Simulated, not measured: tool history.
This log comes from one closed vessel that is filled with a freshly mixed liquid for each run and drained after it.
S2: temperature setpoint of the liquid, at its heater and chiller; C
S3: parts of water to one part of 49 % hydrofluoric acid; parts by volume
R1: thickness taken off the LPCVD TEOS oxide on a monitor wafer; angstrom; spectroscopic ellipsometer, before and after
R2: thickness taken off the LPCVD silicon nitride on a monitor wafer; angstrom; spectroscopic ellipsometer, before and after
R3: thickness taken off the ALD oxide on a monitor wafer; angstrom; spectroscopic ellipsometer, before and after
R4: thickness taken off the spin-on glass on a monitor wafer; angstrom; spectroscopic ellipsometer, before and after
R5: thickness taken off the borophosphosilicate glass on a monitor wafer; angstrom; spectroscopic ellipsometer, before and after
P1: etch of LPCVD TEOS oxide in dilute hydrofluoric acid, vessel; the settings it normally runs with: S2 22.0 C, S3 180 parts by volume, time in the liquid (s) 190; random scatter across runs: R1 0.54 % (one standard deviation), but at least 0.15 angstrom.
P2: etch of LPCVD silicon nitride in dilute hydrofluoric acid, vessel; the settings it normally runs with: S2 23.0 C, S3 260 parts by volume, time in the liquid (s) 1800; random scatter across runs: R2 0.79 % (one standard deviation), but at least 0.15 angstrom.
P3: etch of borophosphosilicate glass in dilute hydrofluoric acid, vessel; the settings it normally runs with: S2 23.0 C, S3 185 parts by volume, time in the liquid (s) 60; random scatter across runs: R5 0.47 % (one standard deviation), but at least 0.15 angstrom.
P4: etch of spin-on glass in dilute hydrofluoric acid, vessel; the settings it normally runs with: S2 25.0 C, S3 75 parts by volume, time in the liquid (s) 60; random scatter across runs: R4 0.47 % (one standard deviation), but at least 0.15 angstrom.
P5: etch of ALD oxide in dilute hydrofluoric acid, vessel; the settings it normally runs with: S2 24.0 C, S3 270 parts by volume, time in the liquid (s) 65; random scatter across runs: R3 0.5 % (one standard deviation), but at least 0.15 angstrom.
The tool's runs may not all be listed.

Run 1, day 0.471: process that ran P1, S2 22.0 C, S3 180 parts by volume, time in the liquid (s) 190. Result: R1 213.92 angstrom.
Run 2, day 0.812: process that ran P1, S2 17.0 C, S3 180 parts by volume, time in the liquid (s) 80. Result: R1 73.89 angstrom.
Run 3, day 1.229: process that ran P2, S2 17.0 C, S3 260 parts by volume, time in the liquid (s) 1800. Result: R2 20.220 angstrom.
Run 4, day 1.604: process that ran P1, S2 18.0 C, S3 180 parts by volume, time in the liquid (s) 190. Result: R1 181.45 angstrom.
Run 5, day 1.967: process that ran P5, S2 24.0 C, S3 270 parts by volume, time in the liquid (s) 120. Result: R3 110.280 angstrom.
Run 6, day 2.238: process that ran P1, S2 22.0 C, S3 180 parts by volume, time in the liquid (s) 190. Result: R1 211.13 angstrom.
Run 7, day 2.600: process that ran P5, S2 24.0 C, S3 270 parts by volume, time in the liquid (s) 65. Result: R3 60.142 angstrom.
Run 8, day 2.929: process that ran P4, S2 25.0 C, S3 75 parts by volume, time in the liquid (s) 60. Result: R4 386.65 angstrom.
Run 9, day 3.358: process that ran P3, S2 23.0 C, S3 185 parts by volume, time in the liquid (s) 30. Result: R5 90.329 angstrom.
Run 10, day 3.612: process that ran P4, S2 25.0 C, S3 20 parts by volume, time in the liquid (s) 60. Result: R4 1565.00 angstrom.
Run 11, day 3.917: process that ran P4, S2 25.0 C, S3 75 parts by volume, time in the liquid (s) 60. Result: R4 386.55 angstrom.
Run 12, day 4.200: process that ran P1, S2 22.0 C, S3 180 parts by volume, time in the liquid (s) 190. Result: R1 212.46 angstrom.
Run 13, day 4.612: process that ran P3, S2 23.0 C, S3 185 parts by volume, time in the liquid (s) 60. Result: R5 180.600 angstrom.
Run 14, day 4.875: process that ran P2, S2 23.0 C, S3 260 parts by volume, time in the liquid (s) 1800. Result: R2 29.342 angstrom.
Run 15, day 5.350: process that ran P1, S2 22.0 C, S3 285 parts by volume, time in the liquid (s) 190. Result: R1 120.83 angstrom.
Run 16, day 5.688: process that ran P1, S2 22.0 C, S3 180 parts by volume, time in the liquid (s) 190. Result: R1 211.94 angstrom.
Run 17, day 5.967: process that ran P1, S2 22.0 C, S3 180 parts by volume, time in the liquid (s) 290. Result: R1 324.17 angstrom.
Run 18, day 6.221: process that ran P2, S2 23.0 C, S3 460 parts by volume, time in the liquid (s) 1800. Result: R2 16.936 angstrom.
Run 19, day 6.662: process that ran P5, S2 24.0 C, S3 270 parts by volume, time in the liquid (s) 65. Result: R3 59.508 angstrom.
At day 6.817: hydrofluoric acid flow meter replaced.
Run 20, day 7.029: process that ran P4, S2 32.5 C, S3 75 parts by volume, time in the liquid (s) 60. Result: R4 516.98 angstrom.
Run 21, day 7.429: process that ran P1, S2 22.0 C, S3 180 parts by volume, time in the liquid (s) 95. Result: R1 106.51 angstrom.
Run 22, day 7.808: process that ran P2, S2 23.0 C, S3 260 parts by volume, time in the liquid (s) 655. Result: R2 10.947 angstrom.
Run 23, day 8.246: process that ran P3, S2 19.5 C, S3 185 parts by volume, time in the liquid (s) 60. Result: R5 158.180 angstrom.
Run 24, day 8.671: process that ran P1, S2 22.0 C, S3 35 parts by volume, time in the liquid (s) 190. Result: R1 1289.00 angstrom.
Run 25, day 9.154: process that ran P4, S2 25.0 C, S3 75 parts by volume, time in the liquid (s) 110. Result: R4 709.57 angstrom.
Run 26, day 9.404: process that ran P5, S2 24.0 C, S3 130 parts by volume, time in the liquid (s) 65. Result: R3 144.530 angstrom.
Run 27, day 9.638: process that ran P1, S2 22.0 C, S3 180 parts by volume, time in the liquid (s) 190. Result: R1 212.41 angstrom.
Run 28, day 10.050: process that ran P1, S2 22.0 C, S3 180 parts by volume, time in the liquid (s) 190. Result: R1 212.09 angstrom.
Run 29, day 10.438: process that ran P3, S2 23.0 C, S3 50 parts by volume, time in the liquid (s) 60. Result: R5 785.530 angstrom.
Run 30, day 10.796: process that ran P1, S2 28.5 C, S3 180 parts by volume, time in the liquid (s) 190. Result: R1 272.08 angstrom.
Run 31, day 11.204: process that ran P5, S2 28.0 C, S3 270 parts by volume, time in the liquid (s) 65. Result: R3 68.301 angstrom.
Run 32, day 11.633: process that ran P3, S2 23.0 C, S3 185 parts by volume, time in the liquid (s) 60. Result: R5 182.550 angstrom.
Run 33, day 11.879: process that ran P1, S2 22.0 C, S3 180 parts by volume, time in the liquid (s) 190. Result: R1 212.79 angstrom.
Run 34, day 12.254: process that ran P1, S2 22.0 C, S3 180 parts by volume, time in the liquid (s) 190. Result: R1 207.33 angstrom.
Run 35, day 12.542: process that ran P1, S2 22.0 C, S3 180 parts by volume, time in the liquid (s) 190. Result: R1 205.14 angstrom.
Run 36, day 12.821: process that ran P1, S2 22.0 C, S3 180 parts by volume, time in the liquid (s) 190. Result: R1 203.94 angstrom.
Run 37, day 13.212: process that ran P1, S2 22.0 C, S3 180 parts by volume, time in the liquid (s) 190. Result: R1 201.39 angstrom.
Run 38, day 13.608: process that ran P1, S2 22.0 C, S3 180 parts by volume, time in the liquid (s) 190. Result: R1 199.98 angstrom.
Run 39, day 14.038: process that ran P1, S2 22.0 C, S3 180 parts by volume, time in the liquid (s) 190. Result: R1 202.37 angstrom.
Run 40, day 14.475: process that ran P1, S2 22.0 C, S3 180 parts by volume, time in the liquid (s) 190. Result: R1 199.17 angstrom.
Run 41, day 14.742: process that ran P1, S2 22.0 C, S3 180 parts by volume, time in the liquid (s) 190. Result: R1 201.68 angstrom.

What P1 gives has crept off from where it sat before. The 2 causes that follow fit the log equally well, each at the size noted:
A: hydrofluoric acid flow below the setpoint (%) = 4.76
B: liquid colder than its thermometer reads (K) = 1.51
Onset of the creep was near day 11.879.

Below are 4 check runs, each averaged over 5 wafers, with their results shown as question marks. Which of them would give clearly different results depending on which cause is behind the drift?
Run check 1, day 15.008: process that ran P3, S2 23.0 C, S3 185 parts by volume, time in the liquid (s) 30. Result: R5 ?.
Run check 2, day 15.008: process that ran P2, S2 23.0 C, S3 450 parts by volume, time in the liquid (s) 1800. Result: R2 ?.
Run check 3, day 15.008: process that ran P5, S2 24.0 C, S3 150 parts by volume, time in the liquid (s) 65. Result: R3 ?.
Run check 4, day 15.008: process that ran P4, S2 28.5 C, S3 75 parts by volume, time in the liquid (s) 100. Result: R4 ?.

Outcome of each check run for each possible cause:
  check  result     if A     if B
check 1      R5   85.680   85.782
check 2      R2   16.425   15.753
check 3      R3  114.900  114.800
check 4      R4   701.35   697.91
Minimum pairwise separation of causes per check, each pair taken at its best-separating result: check 1 0.12 %; check 2 4.18 %; check 3 0.08 %; check 4 0.49 %
Of the check runs offered, only check 2 discriminates between the causes; the rest would read about the same regardless of which cause applies.

Check 2 has now been run. It gave: R2 16.425 angstrom. Which of the candidate causes is it?

It was cause A: hydrofluoric acid flow below the setpoint (%).

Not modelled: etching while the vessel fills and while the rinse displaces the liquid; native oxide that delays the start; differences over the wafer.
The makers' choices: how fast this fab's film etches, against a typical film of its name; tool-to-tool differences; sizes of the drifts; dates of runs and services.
